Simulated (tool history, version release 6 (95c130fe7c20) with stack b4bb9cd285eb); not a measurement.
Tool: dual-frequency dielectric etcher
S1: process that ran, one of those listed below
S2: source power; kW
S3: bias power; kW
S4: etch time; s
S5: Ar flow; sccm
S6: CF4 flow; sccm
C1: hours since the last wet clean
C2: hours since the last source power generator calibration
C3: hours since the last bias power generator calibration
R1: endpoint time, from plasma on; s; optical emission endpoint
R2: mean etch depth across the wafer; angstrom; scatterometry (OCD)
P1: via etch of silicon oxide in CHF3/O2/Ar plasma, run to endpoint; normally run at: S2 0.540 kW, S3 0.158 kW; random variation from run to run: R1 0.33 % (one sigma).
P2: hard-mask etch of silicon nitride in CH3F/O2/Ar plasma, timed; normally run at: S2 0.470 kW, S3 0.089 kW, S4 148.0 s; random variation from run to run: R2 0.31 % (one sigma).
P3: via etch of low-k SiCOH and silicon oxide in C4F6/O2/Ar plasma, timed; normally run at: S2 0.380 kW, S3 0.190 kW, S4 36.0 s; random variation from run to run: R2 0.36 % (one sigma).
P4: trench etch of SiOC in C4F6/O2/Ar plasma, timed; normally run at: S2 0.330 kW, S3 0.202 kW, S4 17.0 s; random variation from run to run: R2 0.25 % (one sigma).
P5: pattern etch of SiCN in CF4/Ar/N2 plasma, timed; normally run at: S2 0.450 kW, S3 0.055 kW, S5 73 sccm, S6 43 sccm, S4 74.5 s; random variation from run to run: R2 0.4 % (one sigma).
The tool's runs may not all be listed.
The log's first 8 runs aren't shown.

| run | hour | S1 | S2 | S3 | S4 | S5 | S6 | C1 | C2 | C3 | R1 | R2 |
|---|---|---|---|---|---|---|---|---|---|---|---|---|
| 9 | 61.9 | P5 | 0.450 | 0.055 | 45.5 | 73 | 43 | 173.5 | 791.1 | 1222.1 |  | 345.66 |
| 10 | 68.7 | P1 | 0.540 | 0.158 |  |  |  | 180.3 | 797.9 | 1228.9 | 279.74 |  |
| 11 | 73.3 | P5 | 0.450 | 0.034 | 74.5 | 73 | 43 | 184.9 | 802.5 | 1233.5 |  | 487.27 |
| 12 | 81.1 | P1 | 0.680 | 0.158 |  |  |  | 192.7 | 810.3 | 1241.3 | 255.93 |  |
| 13 | 87.9 | P3 | 0.380 | 0.120 | 36.0 |  |  | 199.5 | 817.1 | 1248.1 |  | 823.75 |
| 14 | 98.1 | P3 | 0.230 | 0.190 | 36.0 |  |  | 209.7 | 827.3 | 1258.3 |  | 780.59 |
| 15 | 105.2 | P1 | 0.540 | 0.158 |  |  |  | 216.8 | 834.4 | 1265.4 | 278.86 |  |
| 16 | 111.2 | P1 | 0.350 | 0.102 |  |  |  | 222.8 | 840.4 | 1271.4 | 380.15 |  |
| 17 | 117.2 | P4 | 0.330 | 0.254 | 17.0 |  |  | 228.8 | 846.4 | 1277.4 |  | 375.35 |
| 18 | 122.5 | P1 | 0.410 | 0.158 |  |  |  | 234.1 | 851.7 | 1282.7 | 310.08 |  |
| 19 | 128.1 | P1 | 0.540 | 0.203 |  |  |  | 239.7 | 857.3 | 1288.3 | 256.71 |  |
| 20 | 136.0 | P2 | 0.470 | 0.107 | 148.0 |  |  | 247.6 | 865.2 | 1296.2 |  | 1253.00 |
| 21 | 143.7 | P3 | 0.380 | 0.190 | 36.0 |  |  | 255.3 | 872.9 | 1303.9 |  | 946.70 |
| 22 | 153.4 | P4 | 0.330 | 0.202 | 17.0 |  |  | 265.0 | 882.6 | 1313.6 |  | 347.93 |
| 23 | 160.3 | P1 | 0.670 | 0.111 |  |  |  | 271.9 | 889.5 | 1320.5 | 286.58 |  |
| 24 | 167.4 | P2 | 0.470 | 0.089 | 192.0 |  |  | 279.0 | 896.6 | 1327.6 |  | 1533.00 |
| 25 | 177.1 | P5 | 0.450 | 0.055 | 74.5 | 73 | 28 | 288.7 | 906.3 | 1337.3 |  | 526.19 |
| 26 | 184.3 | P5 | 0.300 | 0.055 | 74.5 | 73 | 43 | 295.9 | 913.5 | 1344.5 |  | 395.87 |
| 27 | 189.3 | P2 | 0.470 | 0.089 | 148.0 |  |  | 300.9 | 918.5 | 1349.5 |  | 1177.50 |
| 28 | 196.8 | P5 | 0.450 | 0.055 | 74.5 | 44 | 43 | 308.4 | 926.0 | 1357.0 |  | 618.28 |
| 29 | 204.8 | P4 | 0.220 | 0.202 | 17.0 |  |  | 316.4 | 934.0 | 1365.0 |  | 296.26 |
|  | 209.9 | bias power generator calibrated |
| 30 | 213.1 | P4 | 0.330 | 0.202 | 17.0 |  |  | 324.7 | 942.3 | 3.2 |  | 347.95 |
| 31 | 221.4 | P2 | 0.470 | 0.089 | 148.0 |  |  | 333.0 | 950.6 | 11.5 |  | 1180.00 |
| 32 | 228.0 | P1 | 0.540 | 0.158 |  |  |  | 339.6 | 957.2 | 18.1 | 278.56 |  |
| 33 | 233.2 | P1 | 0.540 | 0.158 |  |  |  | 344.8 | 962.4 | 23.3 | 279.34 |  |

Run 34 comes next. What will it give?
| 34 | 243.2 | P1 | 0.540 | 0.158 |  |  |  | 354.8 | 972.4 | 33.3 | ? |  |

{"run 34": {"R1": 280.48}}
